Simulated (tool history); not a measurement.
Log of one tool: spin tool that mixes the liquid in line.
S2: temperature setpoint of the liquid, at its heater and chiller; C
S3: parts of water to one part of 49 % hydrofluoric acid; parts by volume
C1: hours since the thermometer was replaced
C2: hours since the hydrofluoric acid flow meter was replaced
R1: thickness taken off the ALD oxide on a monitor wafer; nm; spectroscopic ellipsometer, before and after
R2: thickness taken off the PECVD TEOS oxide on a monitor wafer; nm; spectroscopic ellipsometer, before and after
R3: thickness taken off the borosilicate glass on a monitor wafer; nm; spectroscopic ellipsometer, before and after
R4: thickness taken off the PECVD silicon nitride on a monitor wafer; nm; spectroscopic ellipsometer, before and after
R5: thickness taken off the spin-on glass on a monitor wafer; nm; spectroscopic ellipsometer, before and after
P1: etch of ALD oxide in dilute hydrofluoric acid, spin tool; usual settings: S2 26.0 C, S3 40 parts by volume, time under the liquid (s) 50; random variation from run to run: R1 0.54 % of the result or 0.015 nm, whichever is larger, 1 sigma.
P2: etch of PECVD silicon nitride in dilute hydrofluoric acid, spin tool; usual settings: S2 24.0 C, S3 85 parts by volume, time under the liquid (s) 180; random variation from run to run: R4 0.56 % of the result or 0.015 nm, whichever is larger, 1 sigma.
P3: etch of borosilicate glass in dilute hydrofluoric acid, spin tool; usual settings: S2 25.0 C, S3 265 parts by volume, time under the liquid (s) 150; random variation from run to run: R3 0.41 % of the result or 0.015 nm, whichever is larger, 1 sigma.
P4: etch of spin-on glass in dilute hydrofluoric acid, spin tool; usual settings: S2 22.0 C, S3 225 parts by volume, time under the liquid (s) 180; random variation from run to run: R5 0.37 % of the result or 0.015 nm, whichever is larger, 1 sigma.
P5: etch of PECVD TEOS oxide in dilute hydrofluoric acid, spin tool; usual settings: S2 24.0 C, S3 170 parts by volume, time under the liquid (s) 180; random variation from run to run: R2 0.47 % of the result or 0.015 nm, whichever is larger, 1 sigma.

{"run": 1, "day": 0.654, "process that ran": "P1", "S2": 26.0, "S3": 40, "time under the liquid (s)": 50, "C1": 436.6, "C2": 428.2, "R1": 27.574}
{"run": 2, "day": 1.275, "process that ran": "P5", "S2": 24.0, "S3": 170, "time under the liquid (s)": 355, "C1": 451.5, "C2": 443.1, "R2": 16.888}
{"run": 3, "day": 2.021, "process that ran": "P3", "S2": 25.0, "S3": 265, "time under the liquid (s)": 15, "C1": 469.4, "C2": 461.0, "R3": 1.429}
{"run": 4, "day": 2.512, "process that ran": "P3", "S2": 20.0, "S3": 265, "time under the liquid (s)": 150, "C1": 481.2, "C2": 472.8, "R3": 12.111}
{"run": 5, "day": 3.058, "process that ran": "P1", "S2": 31.0, "S3": 40, "time under the liquid (s)": 50, "C1": 494.3, "C2": 485.9, "R1": 33.725}
{"run": 6, "day": 3.825, "process that ran": "P2", "S2": 24.0, "S3": 85, "time under the liquid (s)": 80, "C1": 512.7, "C2": 504.3, "R4": 2.2493}
{"run": 7, "day": 4.338, "process that ran": "P1", "S2": 26.0, "S3": 25, "time under the liquid (s)": 15, "C1": 525.0, "C2": 516.6, "R1": 13.678}
{"run": 8, "day": 5.046, "process that ran": "P1", "S2": 26.0, "S3": 20, "time under the liquid (s)": 50, "C1": 542.0, "C2": 533.6, "R1": 57.053}
{"run": 9, "day": 5.721, "process that ran": "P1", "S2": 26.0, "S3": 40, "time under the liquid (s)": 50, "C1": 558.2, "C2": 549.8, "R1": 27.598}
{"run": 10, "day": 6.108, "process that ran": "P1", "S2": 26.0, "S3": 55, "time under the liquid (s)": 50, "C1": 567.5, "C2": 559.1, "R1": 19.783}
{"run": 11, "day": 6.75, "process that ran": "P2", "S2": 32.0, "S3": 85, "time under the liquid (s)": 180, "C1": 582.9, "C2": 574.5, "R4": 8.4158}
{"run": 12, "day": 7.442, "process that ran": "P5", "S2": 17.5, "S3": 170, "time under the liquid (s)": 180, "C1": 599.5, "C2": 591.1, "R2": 6.6178}
{"run": 13, "day": 7.842, "process that ran": "P4", "S2": 22.0, "S3": 50, "time under the liquid (s)": 180, "C1": 609.1, "C2": 600.7, "R5": 108.94}
{"day": 8.562, "done": "thermometer replaced"}
{"run": 14, "day": 8.567, "process that ran": "P2", "S2": 24.0, "S3": 85, "time under the liquid (s)": 180, "C1": 0.2, "C2": 618.1, "R4": 5.0558}
{"run": 15, "day": 9.246, "process that ran": "P4", "S2": 22.0, "S3": 225, "time under the liquid (s)": 330, "C1": 16.5, "C2": 634.4, "R5": 36.318}
{"run": 16, "day": 9.862, "process that ran": "P1", "S2": 26.0, "S3": 40, "time under the liquid (s)": 75, "C1": 31.3, "C2": 649.2, "R1": 41.476}
{"run": 17, "day": 10.354, "process that ran": "P1", "S2": 26.0, "S3": 40, "time under the liquid (s)": 50, "C1": 43.1, "C2": 661.0, "R1": 27.54}
{"run": 18, "day": 10.758, "process that ran": "P2", "S2": 24.0, "S3": 50, "time under the liquid (s)": 180, "C1": 52.8, "C2": 670.7, "R4": 8.4706}
{"run": 19, "day": 11.25, "process that ran": "P5", "S2": 24.0, "S3": 65, "time under the liquid (s)": 180, "C1": 64.6, "C2": 682.5, "R2": 25.283}
{"run": 20, "day": 11.733, "process that ran": "P1", "S2": 26.0, "S3": 40, "time under the liquid (s)": 50, "C1": 76.2, "C2": 694.1, "R1": 27.638}
{"run": 21, "day": 12.188, "process that ran": "P4", "S2": 17.0, "S3": 225, "time under the liquid (s)": 180, "C1": 87.1, "C2": 705.0, "R5": 16.418}
{"run": 22, "day": 12.946, "process that ran": "P1", "S2": 26.0, "S3": 40, "time under the liquid (s)": 50, "C1": 105.3, "C2": 723.2, "R1": 27.426}
{"run": 23, "day": 13.429, "process that ran": "P3", "S2": 25.0, "S3": 60, "time under the liquid (s)": 150, "C1": 116.9, "C2": 734.8, "R3": 80.765}
{"run": 24, "day": 14.112, "process that ran": "P1", "S2": 20.5, "S3": 40, "time under the liquid (s)": 50, "C1": 133.3, "C2": 751.2, "R1": 21.869}
{"run": 25, "day": 14.721, "process that ran": "P1", "S2": 26.0, "S3": 40, "time under the liquid (s)": 50, "C1": 147.9, "C2": 765.8, "R1": 27.739}
{"run": 26, "day": 15.108, "process that ran": "P5", "S2": 24.0, "S3": 170, "time under the liquid (s)": 180, "C1": 157.2, "C2": 775.1, "R2": 8.5343}
{"run": 27, "day": 15.833, "process that ran": "P1", "S2": 26.0, "S3": 40, "time under the liquid (s)": 15, "C1": 174.6, "C2": 792.5, "R1": 8.2328}
{"run": 28, "day": 16.4, "process that ran": "P3", "S2": 25.0, "S3": 265, "time under the liquid (s)": 150, "C1": 188.2, "C2": 806.1, "R3": 14.467}
{"run": 29, "day": 17.138, "process that ran": "P1", "S2": 26.0, "S3": 40, "time under the liquid (s)": 50, "C1": 205.9, "C2": 823.8, "R1": 27.795}
{"run": 30, "day": 17.621, "process that ran": "P5", "S2": 24.0, "S3": 170, "time under the liquid (s)": 180, "C1": 217.5, "C2": 835.4, "R2": 8.5012}

The next listed run, before its measurement:
{"run": 31, "day": 18.192, "process that ran": "P4", "S2": 22.0, "S3": 225, "time under the liquid (s)": 180, "C1": 231.2, "C2": 849.1, "R5": "?"}

R5: 19.728 nm

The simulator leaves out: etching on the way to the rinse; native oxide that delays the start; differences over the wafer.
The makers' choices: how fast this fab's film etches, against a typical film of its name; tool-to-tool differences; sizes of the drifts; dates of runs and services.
